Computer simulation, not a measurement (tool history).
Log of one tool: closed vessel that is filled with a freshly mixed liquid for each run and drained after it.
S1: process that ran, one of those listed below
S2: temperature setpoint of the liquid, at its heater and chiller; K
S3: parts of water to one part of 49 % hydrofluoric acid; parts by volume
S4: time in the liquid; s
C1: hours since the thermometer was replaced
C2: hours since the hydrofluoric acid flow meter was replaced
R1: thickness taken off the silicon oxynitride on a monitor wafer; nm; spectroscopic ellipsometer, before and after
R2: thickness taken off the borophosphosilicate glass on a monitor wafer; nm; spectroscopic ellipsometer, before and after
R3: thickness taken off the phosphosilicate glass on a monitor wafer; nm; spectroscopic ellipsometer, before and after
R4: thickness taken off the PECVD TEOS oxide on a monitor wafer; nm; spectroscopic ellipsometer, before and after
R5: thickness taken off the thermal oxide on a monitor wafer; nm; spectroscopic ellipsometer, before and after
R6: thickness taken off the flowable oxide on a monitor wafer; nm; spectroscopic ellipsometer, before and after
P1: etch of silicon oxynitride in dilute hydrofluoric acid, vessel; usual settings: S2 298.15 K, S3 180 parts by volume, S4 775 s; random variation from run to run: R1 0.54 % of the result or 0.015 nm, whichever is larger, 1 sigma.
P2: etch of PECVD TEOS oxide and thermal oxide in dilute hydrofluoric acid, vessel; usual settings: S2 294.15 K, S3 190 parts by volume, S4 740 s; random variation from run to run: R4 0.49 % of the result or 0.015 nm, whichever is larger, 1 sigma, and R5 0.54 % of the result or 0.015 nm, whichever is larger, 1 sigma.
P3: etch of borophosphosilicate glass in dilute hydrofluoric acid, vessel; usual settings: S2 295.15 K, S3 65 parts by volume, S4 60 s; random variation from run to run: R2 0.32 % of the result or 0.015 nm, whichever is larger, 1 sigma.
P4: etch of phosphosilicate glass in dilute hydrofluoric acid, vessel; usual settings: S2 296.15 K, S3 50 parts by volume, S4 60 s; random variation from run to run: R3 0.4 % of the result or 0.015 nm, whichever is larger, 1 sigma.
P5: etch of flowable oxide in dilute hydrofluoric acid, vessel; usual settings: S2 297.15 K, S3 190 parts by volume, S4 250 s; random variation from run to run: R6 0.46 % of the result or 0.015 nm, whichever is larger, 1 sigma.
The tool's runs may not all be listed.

| run | hour | S1 | S2 | S3 | S4 | C1 | C2 | R1 | R2 | R3 | R4 | R5 | R6 |
|---|---|---|---|---|---|---|---|---|---|---|---|---|---|
| 1 | 5.1 | P1 | 298.15 | 180 | 775 | 340.8 | 1142.0 | 11.6530 |  |  |  |  |  |
| 2 | 9.1 | P1 | 298.15 | 180 | 295 | 344.8 | 1146.0 | 4.4277 |  |  |  |  |  |
| 3 | 13.5 | P3 | 295.15 | 25 | 60 | 349.2 | 1150.4 |  | 72.602 |  |  |  |  |
| 4 | 16.1 | P1 | 298.15 | 180 | 1360 | 351.8 | 1153.0 | 20.2340 |  |  |  |  |  |
|  | 17.9 | hydrofluoric acid flow meter replaced |
| 5 | 19.5 | P3 | 295.15 | 65 | 60 | 355.2 | 1.7 |  | 26.519 |  |  |  |  |
| 6 | 22.9 | P1 | 298.15 | 180 | 775 | 358.6 | 5.1 | 11.6790 |  |  |  |  |  |
| 7 | 26.5 | P4 | 296.15 | 50 | 60 | 362.2 | 8.7 |  |  | 73.508 |  |  |  |
| 8 | 29.5 | P1 | 292.65 | 180 | 775 | 365.2 | 11.7 | 9.0786 |  |  |  |  |  |
| 9 | 32.0 | P3 | 295.15 | 65 | 30 | 367.7 | 14.2 |  | 13.205 |  |  |  |  |
| 10 | 35.6 | P2 | 294.15 | 190 | 1400 | 371.3 | 17.8 |  |  |  | 59.322 | 27.9230 |  |
| 11 | 38.7 | P1 | 298.15 | 180 | 775 | 374.4 | 20.9 | 11.5270 |  |  |  |  |  |
| 12 | 42.4 | P1 | 304.65 | 180 | 775 | 378.1 | 24.6 | 15.3560 |  |  |  |  |  |
| 13 | 48.0 | P4 | 290.65 | 50 | 60 | 383.7 | 30.2 |  |  | 58.442 |  |  |  |
| 14 | 50.8 | P1 | 290.65 | 180 | 250 | 386.5 | 33.0 | 2.6586 |  |  |  |  |  |
| 15 | 56.4 | P2 | 294.15 | 340 | 740 | 392.1 | 38.6 |  |  |  | 15.342 | 7.0757 |  |
| 16 | 59.4 | P1 | 298.15 | 105 | 775 | 395.1 | 41.6 | 21.4280 |  |  |  |  |  |
| 17 | 63.2 | P5 | 297.15 | 190 | 30 | 398.9 | 45.4 |  |  |  |  |  | 4.1367 |
| 18 | 66.5 | P1 | 298.15 | 315 | 775 | 402.2 | 48.7 | 6.0252 |  |  |  |  |  |
| 19 | 70.7 | P5 | 297.15 | 40 | 250 | 406.4 | 52.9 |  |  |  |  |  | 198.5800 |
| 20 | 74.1 | P2 | 294.15 | 190 | 740 | 409.8 | 56.3 |  |  |  | 31.578 | 14.7540 |  |
| 21 | 79.8 | P5 | 297.15 | 190 | 250 | 415.5 | 62.0 |  |  |  |  |  | 34.6130 |
| 22 | 82.4 | P2 | 290.15 | 190 | 740 | 418.1 | 64.6 |  |  |  | 26.938 | 12.4660 |  |
| 23 | 85.7 | P1 | 298.15 | 315 | 1210 | 421.4 | 67.9 | 9.3885 |  |  |  |  |  |
| 24 | 88.3 | P4 | 296.15 | 50 | 60 | 424.0 | 70.5 |  |  | 73.293 |  |  |  |
| 25 | 92.4 | P5 | 297.15 | 190 | 250 | 428.1 | 74.6 |  |  |  |  |  | 34.4130 |
| 26 | 95.9 | P1 | 298.15 | 180 | 775 | 431.6 | 78.1 | 11.6680 |  |  |  |  |  |
| 27 | 100.6 | P1 | 298.15 | 180 | 775 | 436.3 | 82.8 | 11.6640 |  |  |  |  |  |
| 28 | 105.7 | P3 | 295.15 | 65 | 60 | 441.4 | 87.9 |  | 26.563 |  |  |  |  |
| 29 | 108.4 | P5 | 304.65 | 190 | 250 | 444.1 | 90.6 |  |  |  |  |  | 45.2000 |
| 30 | 113.2 | P4 | 296.15 | 25 | 60 | 448.9 | 95.4 |  |  | 152.330 |  |  |  |
| 31 | 118.1 | P4 | 296.15 | 50 | 30 | 453.8 | 100.3 |  |  | 36.724 |  |  |  |
| 32 | 120.6 | P1 | 298.15 | 180 | 775 | 456.3 | 102.8 | 11.5780 |  |  |  |  |  |
| 33 | 125.2 | P3 | 302.65 | 65 | 60 | 460.9 | 107.4 |  | 35.723 |  |  |  |  |
| 34 | 129.7 | P1 | 298.15 | 180 | 775 | 465.4 | 111.9 | 11.5410 |  |  |  |  |  |
| 35 | 133.5 | P1 | 298.15 | 180 | 775 | 469.2 | 115.7 | 11.1610 |  |  |  |  |  |
| 36 | 136.5 | P1 | 298.15 | 180 | 775 | 472.2 | 118.7 | 10.9670 |  |  |  |  |  |
| 37 | 139.7 | P1 | 298.15 | 180 | 775 | 475.4 | 121.9 | 10.8150 |  |  |  |  |  |
| 38 | 144.3 | P1 | 298.15 | 180 | 775 | 480.0 | 126.5 | 10.5100 |  |  |  |  |  |
| 39 | 149.7 | P1 | 298.15 | 180 | 775 | 485.4 | 131.9 | 10.4590 |  |  |  |  |  |
| 40 | 153.0 | P1 | 298.15 | 180 | 775 | 488.7 | 135.2 | 10.5060 |  |  |  |  |  |
| 41 | 155.9 | P1 | 298.15 | 180 | 775 | 491.6 | 138.1 | 10.3990 |  |  |  |  |  |
| 42 | 159.3 | P1 | 298.15 | 180 | 775 | 495.0 | 141.5 | 10.4040 |  |  |  |  |  |

What P1 gives has crept away from where it was. These 2 causes fit the log equally well, each at the size given:
A: liquid colder than its thermometer reads (K) = 2.29
B: hydrofluoric acid flow below the setpoint (%) = 8.59
The creep began at about hour 129.7.

4 check runs are offered, each on 2 wafers whose results are averaged, their results left as question marks. Which one tells the causes apart?
| check 1 | 162.7 | P5 | 297.15 | 40 | 250 |  |  |  |  |  |  |  | ? |
| check 2 | 162.7 | P4 | 292.65 | 50 | 30 |  |  |  |  | ? |  |  |  |
| check 3 | 162.7 | P2 | 294.15 | 330 | 1345 |  |  |  |  |  | ? | ? |  |
| check 4 | 162.7 | P3 | 302.65 | 30 | 60 |  |  |  | ? |  |  |  |  |

What each check would give under each cause:
| check | result | if A | if B |
|---|---|---|---|
| check 1 | R6 | 178.3500 | 178.5200 |
| check 2 | R3 | 28.691 | 28.781 |
| check 3 | R4 | 26.545 | 25.642 |
| check 3 | R5 | 12.3670 | 11.9460 |
| check 4 | R2 | 74.589 | 74.481 |
How far apart the two closest causes lie, in the result that separates them most: check 1 0.1 %; check 2 0.31 %; check 3 3.46 %; check 4 0.15 %
Check 3 tells the causes apart: in the others they would give nearly the same result.

Check 3 was then run and gave: R4 25.659 nm; R5 11.9530 nm. Which cause is it?

It is B: hydrofluoric acid flow below the setpoint (%).
